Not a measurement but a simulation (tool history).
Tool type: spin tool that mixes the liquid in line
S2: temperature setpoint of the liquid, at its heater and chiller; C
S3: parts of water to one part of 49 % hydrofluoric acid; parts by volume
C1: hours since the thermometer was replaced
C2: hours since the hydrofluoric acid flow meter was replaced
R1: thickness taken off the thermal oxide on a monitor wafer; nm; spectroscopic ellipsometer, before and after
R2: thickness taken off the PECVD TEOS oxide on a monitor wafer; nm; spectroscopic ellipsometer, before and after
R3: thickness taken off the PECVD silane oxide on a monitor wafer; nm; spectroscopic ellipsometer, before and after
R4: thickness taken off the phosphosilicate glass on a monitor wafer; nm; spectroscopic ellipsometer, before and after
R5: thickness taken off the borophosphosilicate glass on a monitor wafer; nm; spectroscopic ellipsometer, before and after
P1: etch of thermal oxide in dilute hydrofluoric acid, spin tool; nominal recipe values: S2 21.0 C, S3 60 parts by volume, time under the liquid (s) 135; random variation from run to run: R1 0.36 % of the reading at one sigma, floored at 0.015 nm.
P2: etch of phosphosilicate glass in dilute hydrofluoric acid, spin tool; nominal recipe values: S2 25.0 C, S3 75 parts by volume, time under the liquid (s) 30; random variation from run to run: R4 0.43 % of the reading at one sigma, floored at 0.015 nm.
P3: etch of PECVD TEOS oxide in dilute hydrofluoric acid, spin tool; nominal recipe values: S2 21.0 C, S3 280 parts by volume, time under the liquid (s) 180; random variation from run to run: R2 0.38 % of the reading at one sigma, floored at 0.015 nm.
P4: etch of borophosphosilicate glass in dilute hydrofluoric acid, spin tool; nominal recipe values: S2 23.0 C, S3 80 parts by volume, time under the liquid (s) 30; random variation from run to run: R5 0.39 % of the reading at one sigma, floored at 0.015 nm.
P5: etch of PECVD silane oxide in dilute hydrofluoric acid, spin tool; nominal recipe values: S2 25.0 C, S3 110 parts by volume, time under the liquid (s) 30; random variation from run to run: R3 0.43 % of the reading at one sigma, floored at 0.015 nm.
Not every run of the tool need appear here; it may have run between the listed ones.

{"run": 1, "hour": 12.9, "process that ran": "P1", "S2": 21.0, "S3": 60, "time under the liquid (s)": 135, "C1": 786.6, "C2": 1423.1, "R1": 9.8883}
{"run": 2, "hour": 27.2, "process that ran": "P1", "S2": 21.0, "S3": 60, "time under the liquid (s)": 135, "C1": 800.9, "C2": 1437.4, "R1": 9.9285}
{"run": 3, "hour": 35.1, "process that ran": "P1", "S2": 21.0, "S3": 60, "time under the liquid (s)": 135, "C1": 808.8, "C2": 1445.3, "R1": 9.9345}
{"run": 4, "hour": 44.6, "process that ran": "P1", "S2": 21.0, "S3": 60, "time under the liquid (s)": 135, "C1": 818.3, "C2": 1454.8, "R1": 9.9407}
{"run": 5, "hour": 56.3, "process that ran": "P3", "S2": 17.0, "S3": 280, "time under the liquid (s)": 180, "C1": 830.0, "C2": 1466.5, "R2": 8.038}
{"run": 6, "hour": 64.9, "process that ran": "P5", "S2": 21.0, "S3": 110, "time under the liquid (s)": 30, "C1": 838.6, "C2": 1475.1, "R3": 7.8418}
{"run": 7, "hour": 76.6, "process that ran": "P1", "S2": 21.0, "S3": 60, "time under the liquid (s)": 135, "C1": 850.3, "C2": 1486.8, "R1": 9.8822}
{"run": 8, "hour": 85.3, "process that ran": "P2", "S2": 18.0, "S3": 75, "time under the liquid (s)": 30, "C1": 859.0, "C2": 1495.5, "R4": 57.179}
{"run": 9, "hour": 98.9, "process that ran": "P1", "S2": 28.0, "S3": 60, "time under the liquid (s)": 135, "C1": 872.6, "C2": 1509.1, "R1": 13.127}
{"run": 10, "hour": 109.2, "process that ran": "P4", "S2": 23.0, "S3": 20, "time under the liquid (s)": 30, "C1": 882.9, "C2": 1519.4, "R5": 85.25}
{"run": 11, "hour": 122.3, "process that ran": "P2", "S2": 25.0, "S3": 75, "time under the liquid (s)": 30, "C1": 896.0, "C2": 1532.5, "R4": 76.83}
{"run": 12, "hour": 130.8, "process that ran": "P2", "S2": 25.0, "S3": 75, "time under the liquid (s)": 50, "C1": 904.5, "C2": 1541.0, "R4": 128.27}
{"run": 13, "hour": 138.1, "process that ran": "P4", "S2": 23.0, "S3": 80, "time under the liquid (s)": 60, "C1": 911.8, "C2": 1548.3, "R5": 39.435}
{"run": 14, "hour": 152.9, "process that ran": "P5", "S2": 25.0, "S3": 110, "time under the liquid (s)": 45, "C1": 926.6, "C2": 1563.1, "R3": 13.972}
{"run": 15, "hour": 165.7, "process that ran": "P1", "S2": 17.0, "S3": 60, "time under the liquid (s)": 135, "C1": 939.4, "C2": 1575.9, "R1": 8.3524}
{"run": 16, "hour": 180.5, "process that ran": "P5", "S2": 25.0, "S3": 20, "time under the liquid (s)": 30, "C1": 954.2, "C2": 1590.7, "R3": 57.784}
{"run": 17, "hour": 189.9, "process that ran": "P1", "S2": 21.0, "S3": 60, "time under the liquid (s)": 135, "C1": 963.6, "C2": 1600.1, "R1": 9.925}
{"run": 18, "hour": 198.5, "process that ran": "P1", "S2": 21.0, "S3": 30, "time under the liquid (s)": 135, "C1": 972.2, "C2": 1608.7, "R1": 20.558}
{"run": 19, "hour": 212.7, "process that ran": "P3", "S2": 21.0, "S3": 280, "time under the liquid (s)": 15, "C1": 986.4, "C2": 1622.9, "R2": 0.76668}
{"run": 20, "hour": 220.3, "process that ran": "P5", "S2": 25.0, "S3": 110, "time under the liquid (s)": 30, "C1": 994.0, "C2": 1630.5, "R3": 9.2324}
{"run": 21, "hour": 235.0, "process that ran": "P1", "S2": 21.0, "S3": 60, "time under the liquid (s)": 135, "C1": 1008.7, "C2": 1645.2, "R1": 9.8653}
{"run": 22, "hour": 249.2, "process that ran": "P4", "S2": 27.5, "S3": 80, "time under the liquid (s)": 30, "C1": 1022.9, "C2": 1659.4, "R5": 23.504}
{"run": 23, "hour": 260.8, "process that ran": "P1", "S2": 17.0, "S3": 105, "time under the liquid (s)": 135, "C1": 1034.5, "C2": 1671.0, "R1": 4.5427}
{"run": 24, "hour": 270.0, "process that ran": "P3", "S2": 21.0, "S3": 490, "time under the liquid (s)": 180, "C1": 1043.7, "C2": 1680.2, "R2": 4.4666}
{"run": 25, "hour": 282.8, "process that ran": "P1", "S2": 17.0, "S3": 60, "time under the liquid (s)": 35, "C1": 1056.5, "C2": 1693.0, "R1": 2.1252}
{"run": 26, "hour": 291.9, "process that ran": "P4", "S2": 23.0, "S3": 80, "time under the liquid (s)": 30, "C1": 1065.6, "C2": 1702.1, "R5": 19.714}
{"run": 27, "hour": 301.1, "process that ran": "P2", "S2": 25.0, "S3": 75, "time under the liquid (s)": 30, "C1": 1074.8, "C2": 1711.3, "R4": 76.31}
{"run": 28, "hour": 310.8, "process that ran": "P1", "S2": 21.0, "S3": 60, "time under the liquid (s)": 35, "C1": 1084.5, "C2": 1721.0, "R1": 2.5668}
{"run": 29, "hour": 318.8, "process that ran": "P1", "S2": 21.0, "S3": 80, "time under the liquid (s)": 135, "C1": 1092.5, "C2": 1729.0, "R1": 7.295}
{"run": 30, "hour": 329.8, "process that ran": "P4", "S2": 23.0, "S3": 80, "time under the liquid (s)": 30, "C1": 1103.5, "C2": 1740.0, "R5": 19.692}
{"run": 31, "hour": 344.0, "process that ran": "P5", "S2": 25.0, "S3": 110, "time under the liquid (s)": 30, "C1": 1117.7, "C2": 1754.2, "R3": 9.2955}
{"run": 32, "hour": 358.5, "process that ran": "P1", "S2": 21.0, "S3": 60, "time under the liquid (s)": 195, "C1": 1132.2, "C2": 1768.7, "R1": 14.235}
{"run": 33, "hour": 368.4, "process that ran": "P3", "S2": 21.0, "S3": 280, "time under the liquid (s)": 180, "C1": 1142.1, "C2": 1778.6, "R2": 9.3049}
{"run": 34, "hour": 384.1, "process that ran": "P3", "S2": 21.0, "S3": 280, "time under the liquid (s)": 180, "C1": 1157.8, "C2": 1794.3, "R2": 9.3055}
{"run": 35, "hour": 393.5, "process that ran": "P2", "S2": 25.0, "S3": 140, "time under the liquid (s)": 30, "C1": 1167.2, "C2": 1803.7, "R4": 38.106}
{"run": 36, "hour": 404.3, "process that ran": "P1", "S2": 21.0, "S3": 60, "time under the liquid (s)": 135, "C1": 1178.0, "C2": 1814.5, "R1": 9.948}
{"run": 37, "hour": 411.8, "process that ran": "P1", "S2": 21.0, "S3": 60, "time under the liquid (s)": 135, "C1": 1185.5, "C2": 1822.0, "R1": 9.7809}
{"run": 38, "hour": 425.0, "process that ran": "P1", "S2": 21.0, "S3": 60, "time under the liquid (s)": 135, "C1": 1198.7, "C2": 1835.2, "R1": 9.5224}
{"run": 39, "hour": 439.7, "process that ran": "P1", "S2": 21.0, "S3": 60, "time under the liquid (s)": 135, "C1": 1213.4, "C2": 1849.9, "R1": 9.375}
{"run": 40, "hour": 450.5, "process that ran": "P1", "S2": 21.0, "S3": 60, "time under the liquid (s)": 135, "C1": 1224.2, "C2": 1860.7, "R1": 9.2432}
{"run": 41, "hour": 463.1, "process that ran": "P1", "S2": 21.0, "S3": 60, "time under the liquid (s)": 135, "C1": 1236.8, "C2": 1873.3, "R1": 9.1794}
{"run": 42, "hour": 475.0, "process that ran": "P1", "S2": 21.0, "S3": 60, "time under the liquid (s)": 135, "C1": 1248.7, "C2": 1885.2, "R1": 9.1513}
{"run": 43, "hour": 486.3, "process that ran": "P1", "S2": 21.0, "S3": 60, "time under the liquid (s)": 135, "C1": 1260.0, "C2": 1896.5, "R1": 9.1311}
{"run": 44, "hour": 498.4, "process that ran": "P1", "S2": 21.0, "S3": 60, "time under the liquid (s)": 135, "C1": 1272.1, "C2": 1908.6, "R1": 9.1399}
{"run": 45, "hour": 508.7, "process that ran": "P1", "S2": 21.0, "S3": 60, "time under the liquid (s)": 135, "C1": 1282.4, "C2": 1918.9, "R1": 9.154}

P1 no longer gives what it gave before; its output has crept away from where it was. The following 2 causes, each at its listed size, fit the log equally well:
A: liquid colder than its thermometer reads (K) = 1.91
B: hydrofluoric acid flow below the setpoint (%) = 7.19
The creep began at about hour 404.3.

Which of the 4 check runs listed below separates the causes, so that each cause would produce a clearly different result? Each run uses one wafer, and its results are marked with question marks.
{"run": "check 1", "hour": 519.0, "process that ran": "P3", "S2": 21.0, "S3": 475, "time under the liquid (s)": 180, "R2": "?"}
{"run": "check 2", "hour": 519.0, "process that ran": "P4", "S2": 27.0, "S3": 25, "time under the liquid (s)": 30, "R5": "?"}
{"run": "check 3", "hour": 519.0, "process that ran": "P5", "S2": 25.0, "S3": 35, "time under the liquid (s)": 30, "R3": "?"}
{"run": "check 4", "hour": 519.0, "process that ran": "P2", "S2": 19.5, "S3": 75, "time under the liquid (s)": 30, "R4": "?"}

How each check would come out, cause by cause:
check=check_1 result=R2 if_A=4.36120 if_B=4.19100
check=check_2 result=R5 if_A=73.810 if_B=73.922
check=check_3 result=R3 if_A=29.6430 if_B=29.6800
check=check_4 result=R4 if_A=56.540 if_B=56.511
Minimum pairwise separation of causes per check, each pair taken at its best-separating result: check 1 3.98 %; check 2 0.15 %; check 3 0.12 %; check 4 0.05 %
Check 1 is the one run that separates the causes; every other check would come out nearly the same whichever cause is at work.

After running check 1, the following was obtained: R2 4.21710 nm. Which cause does this point to?

It is B: hydrofluoric acid flow below the setpoint (%).
